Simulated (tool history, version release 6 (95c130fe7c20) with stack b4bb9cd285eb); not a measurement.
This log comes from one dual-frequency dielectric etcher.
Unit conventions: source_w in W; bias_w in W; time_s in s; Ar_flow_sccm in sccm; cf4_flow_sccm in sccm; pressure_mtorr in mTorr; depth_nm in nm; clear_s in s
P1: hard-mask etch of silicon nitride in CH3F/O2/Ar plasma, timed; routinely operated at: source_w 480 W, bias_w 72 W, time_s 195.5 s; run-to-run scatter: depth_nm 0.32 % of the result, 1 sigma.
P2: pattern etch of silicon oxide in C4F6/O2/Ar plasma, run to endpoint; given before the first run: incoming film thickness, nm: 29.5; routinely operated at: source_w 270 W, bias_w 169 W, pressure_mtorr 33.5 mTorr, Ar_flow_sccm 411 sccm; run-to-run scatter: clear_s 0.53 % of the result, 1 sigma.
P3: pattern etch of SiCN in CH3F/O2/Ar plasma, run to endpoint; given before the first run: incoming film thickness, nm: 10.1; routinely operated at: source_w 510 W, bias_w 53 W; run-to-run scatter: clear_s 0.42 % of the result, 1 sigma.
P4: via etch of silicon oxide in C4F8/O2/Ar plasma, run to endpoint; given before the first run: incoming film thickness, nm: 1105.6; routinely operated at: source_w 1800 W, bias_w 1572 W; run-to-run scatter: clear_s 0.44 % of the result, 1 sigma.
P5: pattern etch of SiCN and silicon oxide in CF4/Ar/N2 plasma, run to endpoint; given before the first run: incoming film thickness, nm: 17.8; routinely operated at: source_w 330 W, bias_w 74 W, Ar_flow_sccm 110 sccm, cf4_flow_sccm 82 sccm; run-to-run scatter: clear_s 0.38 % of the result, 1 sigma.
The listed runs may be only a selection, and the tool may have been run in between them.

run	hour	process	source_w	bias_w	time_s	Ar_flow_sccm	cf4_flow_sccm	pressure_mtorr	depth_nm	clear_s
1	8.9	P1	480	72	195.5				144.760	
2	14.5	P5	330	74		110	48			29.403
3	19.9	P1	480	88	120.0				95.106	
4	24.7	P2	270	169		411		25.5		11.223
5	30.9	P2	270	169		411		33.5		11.736
6	35.4	P4	1800	1258						259.340
7	39.8	P5	330	52		110	82			30.426
# hour 45.6: bias power generator calibrated
8	45.6	P5	410	74		110	82			22.467
9	54.4	P3	510	68						24.209
10	60.4	P1	480	72	239.0				176.220	
11	67.9	P5	330	74		85	82			26.169
12	74.1	P4	2460	1572						215.580
13	81.1	P3	330	53						31.023
14	85.2	P1	620	72	249.0				204.830	
15	92.2	P2	270	169		499		33.5		11.892
16	101.2	P1	480	72	195.5				144.630	
17	108.5	P2	170	169		411		33.5		13.909
18	117.4	P1	480	72	195.5				144.540	
19	122.9	P1	480	72	138.5				102.670	
20	129.6	P2	270	206		411		33.5		10.885
21	133.5	P1	480	72	195.5				145.140	
22	138.5	P1	480	94	195.5				158.610	
23	146.4	P4	1800	1572						243.890
24	151.0	P3	510	53						26.527
25	156.0	P1	600	72	195.5				156.680	
26	161.2	P2	270	169		411		33.5		11.626
27	166.7	P1	300	72	195.5				120.780	
28	172.5	P5	330	74		110	82			27.050
29	179.7	P1	480	72	195.5				144.970	
30	185.4	P1	480	53	195.5				130.830	
31	194.1	P1	480	72	195.5				144.730	
32	201.4	P1	480	72	195.5				143.680	
33	208.8	P1	480	72	195.5				142.980	
34	217.6	P1	480	72	195.5				143.070	
# hour 218.2: wet clean of the chamber
35	225.8	P1	480	72	195.5				142.980	
36	233.8	P1	480	72	195.5				142.130	
37	240.8	P1	480	72	195.5				141.770	
38	246.4	P1	480	72	195.5				142.020	
39	253.2	P1	480	72	195.5				141.860	
40	261.6	P1	480	72	195.5				142.690	

P1 has crept away from where it was. The log is fitted equally well by each of these 2 causes, at the sizes shown:
A: source power that arrives under what is set, % = 4.16
B: bias power that arrives under what is set, % = 4.7
The gradual shift began around hour 194.1.
Ruled out, with reasons:
chamber walls in a state that lowers the etch rate, %: maintenance at hour 218.2, after the shift began, did not return the process to its former output

Each of the check runs listed below is run on 2 wafers and reports their average, with the results left as question marks. Pick the one under which the possible causes would lead to clearly different results.
check 1	270.0	P3	510	53						?
check 2	270.0	P5	330	74		110	82			?
check 3	270.0	P4	1800	1572						?
check 4	270.0	P2	270	169		411		33.5		?

Expected result of each check under each candidate cause:
check	result	if A	if B
check 1	clear_s	26.825	26.797
check 2	clear_s	28.179	27.596
check 3	clear_s	248.550	247.540
check 4	clear_s	11.842	11.829
Distance between the nearest two causes, measured in the result of the check that separates them most: check 1 0.1 %; check 2 2.09 %; check 3 0.41 %; check 4 0.11 %
Only in check 2 would the causes give clearly different results; in the remaining checks their results would be nearly the same.

Check 2 has now been run. It gave: clear_s 28.167 s. Which of the candidate causes is it?

Of the candidate causes, it is A: source power that arrives under what is set, %.
